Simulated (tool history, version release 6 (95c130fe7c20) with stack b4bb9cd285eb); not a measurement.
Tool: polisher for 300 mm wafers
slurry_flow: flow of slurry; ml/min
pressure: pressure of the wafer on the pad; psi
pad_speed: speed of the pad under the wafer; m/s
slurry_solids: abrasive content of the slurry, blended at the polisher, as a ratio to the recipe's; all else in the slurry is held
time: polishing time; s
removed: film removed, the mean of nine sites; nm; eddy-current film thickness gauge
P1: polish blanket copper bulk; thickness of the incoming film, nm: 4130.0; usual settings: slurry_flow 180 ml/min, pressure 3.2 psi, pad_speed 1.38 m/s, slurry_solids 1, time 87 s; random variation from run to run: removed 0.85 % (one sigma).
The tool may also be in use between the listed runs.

run	hour	slurry_flow	pressure	pad_speed	slurry_solids	time	wafers polished on this pad	hours since the slurry nozzle was cleaned	hours since the head pressure was calibrated	hours since the slurry blender was calibrated	removed
1	6.5	180	3.2	1.38	1	87	246	144.1	737	88.6	1221.4
2	10	180	3.2	0.62	1	87	283	147.6	740.5	92.1	549.34
3	15.8	180	3.2	1.38	1	87	345	153.4	746.3	97.9	1202.3
4	23.4	180	3.2	1.38	1	87	425	161	753.9	105.5	1220.2
5	27.4	180	1.9	1.38	1	87	468	165	757.9	109.5	726.68
6	33.5	180	3.2	2.1	1	87	533	171.1	764	115.6	1842.1
7	38.2	240	3.2	1.38	1	87	583	175.8	768.7	120.3	1271.9
8	45.8	180	3.2	1.38	1	119	663	183.4	776.3	127.9	1652.8
9	51.9	180	3.2	1.38	1	52	728	189.5	782.4	134	724.82
10	57.9	180	3.2	1.38	1.3	87	792	195.5	788.4	140	1271.3
11	65.3	180	3.2	1.38	0.55	87	870	202.9	795.8	147.4	1069.8
12	69.4	180	4.4	1.38	1	87	914	207	799.9	151.5	1655.6
13	75.8	110	1.6	1.38	1	87	982	213.4	806.3	157.9	557.36
14	82.4	110	3.2	1.38	1	87	1052	220	812.9	164.5	1113.7
15	88.2	180	3.2	1.38	1	87	1113	225.8	818.7	170.3	1211.5
16	92	180	3.2	1.38	1	87	1154	229.6	822.5	174.1	1215.2
17	96.9	180	3.2	1.38	1	87	1206	234.5	827.4	179	1175
18	101	180	3.2	1.38	1	87	1249	238.6	831.5	183.1	1178.9
19	107.8	180	3.2	1.38	1	87	1321	245.4	838.3	189.9	1146.6
20	111.8	180	3.2	1.38	1	87	1364	249.4	842.3	193.9	1143.9
21	117.4	180	3.2	1.38	1	87	1423	255	847.9	199.5	1119.3
22	122.9	180	3.2	1.38	1	87	1481	260.5	853.4	205	1111.4
# hour 125.4: worn pad replaced by a new one
23	127.1	180	3.2	1.38	1	87	18	264.7	857.6	209.2	1119.9
# hour 127.6: head pressure recalibrated
24	133.6	180	3.2	1.38	1	87	87	271.2	6	215.7	1119.7
25	136.9	180	3.2	1.38	1	87	122	274.5	9.3	219	1108.4
26	142.1	180	3.2	1.38	1	87	178	279.7	14.5	224.2	1119.5

What P1 gives has crept away from where it was. These 2 causes fit the log equally well, each at the size given:
A: slurry flow missing at the pad, % = 36.1
B: abrasive missing from the slurry, % = 32
The creep began at about hour 92.
Why every other cause is out:
removal rate lost through wear of the pad, %: serviced at hour 125.4, which brought nothing back
head's pressure below its setpoint, %: serviced at hour 127.6, which brought nothing back

4 check runs are offered, each on 5 wafers whose results are averaged, their results left as question marks. Which one tells the causes apart?
check 1	147.3	180	2.4	2.08	1	87					?
check 2	147.3	180	2.2	1.38	0.8	87					?
check 3	147.3	135	3.2	1.38	0.7	87					?
check 4	147.3	180	3.2	0.88	1	87					?

What each check would give under each cause:
check	result	if A	if B
check 1	removed	1263.8	1263.8
check 2	removed	733.2	734.82
check 3	removed	965.42	992.39
check 4	removed	712.92	712.89
How far apart the two closest causes lie, in the result that separates them most: check 1 0 %; check 2 0.22 %; check 3 2.76 %; check 4 0 %
Check 3 tells the causes apart: in the others they would give nearly the same result.

Then check 3 was run and gave: removed 960.39 nm. Which cause is it?

It is A: slurry flow missing at the pad, %.

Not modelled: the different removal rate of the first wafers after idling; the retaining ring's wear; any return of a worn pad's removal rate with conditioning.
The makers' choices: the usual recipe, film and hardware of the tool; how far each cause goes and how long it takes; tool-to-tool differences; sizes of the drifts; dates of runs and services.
